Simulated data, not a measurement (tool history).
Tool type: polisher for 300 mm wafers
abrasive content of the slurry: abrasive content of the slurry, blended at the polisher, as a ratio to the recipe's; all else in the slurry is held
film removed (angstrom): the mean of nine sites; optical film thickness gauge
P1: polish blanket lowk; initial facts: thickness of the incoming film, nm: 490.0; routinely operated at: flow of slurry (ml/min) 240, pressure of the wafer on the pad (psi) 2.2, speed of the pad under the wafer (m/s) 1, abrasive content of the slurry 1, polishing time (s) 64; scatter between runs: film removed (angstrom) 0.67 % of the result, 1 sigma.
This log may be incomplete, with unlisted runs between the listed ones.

run	hour	flow of slurry (ml/min)	pressure of the wafer on the pad (psi)	speed of the pad under the wafer (m/s)	abrasive content of the slurry	polishing time (s)	film removed (angstrom)
1	4.8	240	2.2	1	1	64	310.59
2	12	240	2.2	1	1	88	426.67
3	17.5	240	3.1	1	1	89	609.41
4	25.2	240	2.2	1	1	64	310.2
5	31.2	240	2.2	1	1	64	309.17
6	37.7	145	2.2	1	1	64	285.29
7	44.7	240	1	1	1	84	185.08
8	49.6	240	3.1	1	1	64	432.12
9	58	240	2.2	1	1	64	308.3
10	66	330	2.2	1	1	64	319.76
11	72.1	240	2.2	1	1	64	309.39
12	78.8	240	1.5	1	1	64	211.15
13	84	240	2.2	1.52	1	64	425.88
14	90	240	2.2	1	1.45	64	360.39
15	95.3	240	2.2	1	0.5	64	213.37
16	101.5	240	2.2	0.6	1	64	207.48
17	108.2	240	2.2	1	1	38	181.2
18	113.5	240	2.2	1	1	64	310.2
19	121	240	2.2	1	1	64	306.15
20	128	240	2.2	1	1	64	300.02
21	135.6	240	2.2	1	1	64	299.95
22	142.3	240	2.2	1	1	64	294.4
# hour 145.2: head pressure recalibrated
23	150.6	240	2.2	1	1	64	293.01
# hour 153.2: conditioning disc replaced and pad reconditioned
24	159.9	240	2.2	1	1	64	291.56
# hour 164.2: slurry blender recalibrated
25	165.3	240	2.2	1	1	64	293.64
26	173.5	240	2.2	1	1	64	289.76
27	178	240	2.2	1	1	64	285.56
28	184.3	240	2.2	1	1	64	290.71

Compared with where it was, what P1 gives has crept away. Each cause listed below fits the log as well as the rest, at the size given for it:
A: removal rate lost through wear of the pad, % = 6.84
B: slurry flow missing at the pad, % = 39.4
At approximately hour 113.5, the process output began to creep.
What rules out each remaining cause:
head's pressure below its setpoint, %: maintenance at hour 145.2, after the shift began, did not return the process to its former output
abrasive missing from the slurry, %: maintenance at hour 164.2, after the shift began, did not return the process to its former output
time polished since the conditioner stopped cutting, s: maintenance at hour 153.2, after the shift began, did not return the process to its former output

Which of the check runs below tells the causes apart, meaning the causes would give it clearly different results? Each run uses 2 wafers whose results are averaged, and each result is shown as a question mark.
check 1	190.6	240	3.1	1	0.65	64	?
check 2	190.6	240	2.2	1	1.35	64	?
check 3	190.6	145	2.2	1	1	64	?
check 4	190.6	240	2.2	1	0.5	84	?

What every check run would give for each of its results, assuming each possible cause in turn:
check	result	if A	if B
check 1	film removed (angstrom)	326.35	326.4
check 2	film removed (angstrom)	326.81	326.85
check 3	film removed (angstrom)	268.46	257.57
check 4	film removed (angstrom)	260.14	260.17
Smallest distance between any two causes, each pair judged by its most separating result, in per cent: check 1 0.01 %; check 2 0.01 %; check 3 4.14 %; check 4 0.01 %
Check 3 is the one run that separates the causes; every other check would come out nearly the same whichever cause is at work.

Check 3 was then run and gave: film removed (angstrom) 255.48. Which cause is it?

It was cause B: slurry flow missing at the pad, %.

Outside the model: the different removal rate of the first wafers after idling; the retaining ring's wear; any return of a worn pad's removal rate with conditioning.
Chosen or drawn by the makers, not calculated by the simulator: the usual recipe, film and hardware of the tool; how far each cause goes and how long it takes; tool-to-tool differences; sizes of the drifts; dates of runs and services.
